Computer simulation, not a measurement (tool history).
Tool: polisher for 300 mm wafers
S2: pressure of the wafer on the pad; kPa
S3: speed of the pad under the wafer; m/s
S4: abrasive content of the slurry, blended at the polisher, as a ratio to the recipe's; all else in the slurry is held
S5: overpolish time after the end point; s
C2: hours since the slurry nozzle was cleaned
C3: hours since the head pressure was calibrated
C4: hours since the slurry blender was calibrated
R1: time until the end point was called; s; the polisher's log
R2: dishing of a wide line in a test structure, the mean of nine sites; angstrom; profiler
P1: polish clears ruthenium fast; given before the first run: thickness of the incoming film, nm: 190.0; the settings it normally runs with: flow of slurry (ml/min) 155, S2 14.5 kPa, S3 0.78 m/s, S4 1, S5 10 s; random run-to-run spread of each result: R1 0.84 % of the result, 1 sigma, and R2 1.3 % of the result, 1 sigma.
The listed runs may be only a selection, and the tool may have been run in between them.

Run 1, day 0.208: flow of slurry (ml/min) 155, S2 14.5 kPa, S3 0.78 m/s, S4 1, S5 10 s; wafers polished on this pad 465; C2 450.8; C3 223.9; C4 162.6. Result: R1 72.024 s, R2 218.66 angstrom.
Run 2, day 0.571: flow of slurry (ml/min) 155, S2 14.5 kPa, S3 0.78 m/s, S4 1, S5 10 s; wafers polished on this pad 511; C2 459.5; C3 232.6; C4 171.3. Result: R1 71.373 s, R2 219.47 angstrom.
Run 3, day 0.817: flow of slurry (ml/min) 95, S2 14.5 kPa, S3 0.78 m/s, S4 1, S5 10 s; wafers polished on this pad 542; C2 465.4; C3 238.5; C4 177.2. Result: R1 78.901 s, R2 198.21 angstrom.
Run 4, day 1.112: flow of slurry (ml/min) 155, S2 14.5 kPa, S3 0.5 m/s, S4 1.2, S5 10 s; wafers polished on this pad 580; C2 472.5; C3 245.6; C4 184.3. Result: R1 102.03 s, R2 156.74 angstrom.
Run 5, day 1.425: flow of slurry (ml/min) 155, S2 14.5 kPa, S3 0.78 m/s, S4 1, S5 10 s; wafers polished on this pad 620; C2 480; C3 253.1; C4 191.8. Result: R1 71.354 s, R2 223.7 angstrom.
Run 6, day 1.833: flow of slurry (ml/min) 155, S2 14.5 kPa, S3 0.78 m/s, S4 0.7, S5 10 s; wafers polished on this pad 672; C2 489.8; C3 262.9; C4 201.6. Result: R1 85.794 s, R2 185.69 angstrom.
Run 7, day 2.029: flow of slurry (ml/min) 155, S2 14.5 kPa, S3 0.78 m/s, S4 1, S5 3 s; wafers polished on this pad 697; C2 494.5; C3 267.6; C4 206.3. Result: R1 71.444 s, R2 68.994 angstrom.
Run 8, day 2.312: flow of slurry (ml/min) 155, S2 14.5 kPa, S3 0.78 m/s, S4 1, S5 17 s; wafers polished on this pad 733; C2 501.3; C3 274.4; C4 213.1. Result: R1 70.502 s, R2 361.41 angstrom.
Run 9, day 2.654: flow of slurry (ml/min) 155, S2 19.3 kPa, S3 0.78 m/s, S4 1, S5 10 s; wafers polished on this pad 776; C2 509.5; C3 282.6; C4 221.3. Result: R1 53.901 s, R2 292.3 angstrom.
Run 10, day 2.917: flow of slurry (ml/min) 155, S2 8.3 kPa, S3 0.78 m/s, S4 1, S5 10 s; wafers polished on this pad 809; C2 515.8; C3 288.9; C4 227.6. Result: R1 125.87 s, R2 128.39 angstrom.
Run 11, day 3.188: flow of slurry (ml/min) 155, S2 14.5 kPa, S3 1.1 m/s, S4 1, S5 10 s; wafers polished on this pad 844; C2 522.3; C3 295.4; C4 234.1. Result: R1 50.626 s, R2 308.6 angstrom.
Run 12, day 3.517: flow of slurry (ml/min) 155, S2 14.5 kPa, S3 0.78 m/s, S4 1, S5 10 s; wafers polished on this pad 886; C2 530.2; C3 303.3; C4 242. Result: R1 70.039 s, R2 227.1 angstrom.
Run 13, day 3.879: flow of slurry (ml/min) 245, S2 14.5 kPa, S3 0.78 m/s, S4 1, S5 10 s; wafers polished on this pad 932; C2 538.9; C3 312; C4 250.7. Result: R1 66.765 s, R2 226.78 angstrom.
Run 14, day 4.279: flow of slurry (ml/min) 155, S2 14.5 kPa, S3 0.78 m/s, S4 1.4, S5 10 s; wafers polished on this pad 983; C2 548.5; C3 321.6; C4 260.3. Result: R1 62.252 s, R2 247.41 angstrom.
Run 15, day 4.496: flow of slurry (ml/min) 155, S2 14.5 kPa, S3 0.78 m/s, S4 1, S5 10 s; wafers polished on this pad 1010; C2 553.7; C3 326.8; C4 265.5. Result: R1 71.316 s, R2 217.52 angstrom.
Run 16, day 4.754: flow of slurry (ml/min) 155, S2 14.5 kPa, S3 0.48 m/s, S4 1, S5 10 s; wafers polished on this pad 1043; C2 559.9; C3 333; C4 271.7. Result: R1 116.73 s, R2 138.86 angstrom.
Run 17, day 5.196: flow of slurry (ml/min) 155, S2 14.5 kPa, S3 0.78 m/s, S4 1, S5 10 s; wafers polished on this pad 1099; C2 570.5; C3 343.6; C4 282.3. Result: R1 71.129 s, R2 227.19 angstrom.
Run 18, day 5.483: flow of slurry (ml/min) 155, S2 14.5 kPa, S3 0.44 m/s, S4 1, S5 5 s; wafers polished on this pad 1136; C2 577.4; C3 350.5; C4 289.2. Result: R1 124.97 s, R2 64.462 angstrom.
Run 19, day 5.842: flow of slurry (ml/min) 155, S2 14.5 kPa, S3 0.78 m/s, S4 1, S5 10 s; wafers polished on this pad 1182; C2 586; C3 359.1; C4 297.8. Result: R1 70.121 s, R2 217.51 angstrom.
Run 20, day 6.104: flow of slurry (ml/min) 155, S2 14.5 kPa, S3 0.78 m/s, S4 1, S5 10 s; wafers polished on this pad 1215; C2 592.3; C3 365.4; C4 304.1. Result: R1 74.104 s, R2 217.28 angstrom.
Run 21, day 6.392: flow of slurry (ml/min) 155, S2 14.5 kPa, S3 0.78 m/s, S4 1, S5 10 s; wafers polished on this pad 1252; C2 599.2; C3 372.3; C4 311. Result: R1 76.125 s, R2 204.91 angstrom.
At day 6.733: worn pad replaced by a new one.
Run 22, day 6.812: flow of slurry (ml/min) 155, S2 14.5 kPa, S3 0.78 m/s, S4 1, S5 10 s; wafers polished on this pad 10; C2 609.3; C3 382.4; C4 321.1. Result: R1 76.991 s, R2 198.29 angstrom.
At day 7.083: head pressure recalibrated.
Run 23, day 7.221: flow of slurry (ml/min) 155, S2 14.5 kPa, S3 0.78 m/s, S4 1, S5 10 s; wafers polished on this pad 62; C2 619.1; C3 3.4; C4 330.9. Result: R1 78.29 s, R2 204.59 angstrom.
Run 24, day 7.5: flow of slurry (ml/min) 155, S2 14.5 kPa, S3 0.78 m/s, S4 1, S5 10 s; wafers polished on this pad 97; C2 625.8; C3 10.1; C4 337.6. Result: R1 78.318 s, R2 197.03 angstrom.
Run 25, day 7.704: flow of slurry (ml/min) 155, S2 14.5 kPa, S3 0.78 m/s, S4 1, S5 10 s; wafers polished on this pad 123; C2 630.7; C3 15; C4 342.5. Result: R1 78.707 s, R2 200.22 angstrom.

What P1 gives has crept away from where it was. These 2 causes fit the log equally well, each at the size given:
A: abrasive missing from the slurry, % = 19.4
B: slurry flow missing at the pad, % = 39
Creep in the process output first set in at about day 5.842.
Every other cause this tool's parts could produce, and why it does not fit the log:
removal rate lost through wear of the pad, %: serviced at day 6.733, which brought nothing back
head's pressure below its setpoint, %: serviced at day 7.083, which brought nothing back

Below are 4 check runs, each averaged over 5 wafers, with their results shown as question marks. Which of them would give clearly different results depending on which cause is behind the drift?
Run check 1, day 7.908: flow of slurry (ml/min) 155, S2 11.7 kPa, S3 0.78 m/s, S4 1, S5 10 s. Result: R1 ?, R2 ?.
Run check 2, day 7.908: flow of slurry (ml/min) 225, S2 14.5 kPa, S3 0.78 m/s, S4 1, S5 10 s. Result: R1 ?, R2 ?.
Run check 3, day 7.908: flow of slurry (ml/min) 155, S2 14.5 kPa, S3 0.78 m/s, S4 1, S5 5 s. Result: R1 ?, R2 ?.
Run check 4, day 7.908: flow of slurry (ml/min) 155, S2 17.9 kPa, S3 0.78 m/s, S4 1, S5 10 s. Result: R1 ?, R2 ?.

What each check would give under each cause:
  check  result    if A    if B
check 1      R1  97.464   97.49
check 1      R2   163.1  163.06
check 2      R1  74.865  72.662
check 2      R2  209.93  215.98
check 3      R1  78.899  78.921
check 3      R2  102.21  102.18
check 4      R1  63.726  63.744
check 4      R2  244.52  244.46
Per-check spread between the two closest causes, in the result where they differ most: check 1 0.03 %; check 2 2.99 %; check 3 0.03 %; check 4 0.03 %
The causes can be told apart only by check 2. The other checks would give nearly the same results under each of them.

Here is what check 2 returned: R1 72.84 s; R2 217.04 angstrom. Which cause is it?

It was cause B: slurry flow missing at the pad, %.
